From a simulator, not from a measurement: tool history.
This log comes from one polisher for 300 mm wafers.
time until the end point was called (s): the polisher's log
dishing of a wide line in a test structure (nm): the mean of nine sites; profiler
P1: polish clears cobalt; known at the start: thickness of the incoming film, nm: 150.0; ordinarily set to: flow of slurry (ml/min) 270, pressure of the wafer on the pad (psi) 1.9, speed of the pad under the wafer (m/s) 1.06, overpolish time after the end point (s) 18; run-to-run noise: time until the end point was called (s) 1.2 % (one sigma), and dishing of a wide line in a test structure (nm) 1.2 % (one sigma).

run	hour	flow of slurry (ml/min)	pressure of the wafer on the pad (psi)	speed of the pad under the wafer (m/s)	overpolish time after the end point (s)	time until the end point was called (s)	dishing of a wide line in a test structure (nm)
1	15.9	270	1.9	1.06	18	25.861	55.098
2	32.7	270	1.9	1.06	18	25.579	54.393
# hour 39.9: head pressure recalibrated
3	44.8	160	2.5	1.06	18	20.998	59.907
4	56.6	270	2.8	1.06	18	17.673	63.064
5	65.3	270	1.9	1.06	7	26.149	31.2
6	81.3	270	1.9	1.06	18	25.077	54.91
7	94.3	270	1.9	1.38	18	20.06	60.184
8	107.4	270	1.9	1.06	18	25.439	54.848
9	123.3	270	1.9	1.06	18	25.926	54.226
10	139.9	270	1.9	1.06	18	25.76	55.481
11	155.9	355	1.9	1.06	18	25.126	55.402
12	170.1	270	0.9	1.06	8	54.549	19.055
13	184.2	270	1.9	0.48	18	56.887	34.37
14	193.6	270	1.9	1.06	36	25.919	67.976
15	207.6	160	1.9	1.06	18	27.386	52.611
16	221.8	270	0.9	1.06	18	54.573	36.199
17	232	270	1.9	1.06	18	25.293	55.807
18	242.8	270	1.9	1.06	18	26.982	54.087
19	259.7	270	1.9	1.06	18	26.3	53.279

Run 20 comes next. What will it give?
20	273.8	270	1.9	1.06	18	?	?

time until the end point was called (s): 26.884
dishing of a wide line in a test structure (nm): 52.822

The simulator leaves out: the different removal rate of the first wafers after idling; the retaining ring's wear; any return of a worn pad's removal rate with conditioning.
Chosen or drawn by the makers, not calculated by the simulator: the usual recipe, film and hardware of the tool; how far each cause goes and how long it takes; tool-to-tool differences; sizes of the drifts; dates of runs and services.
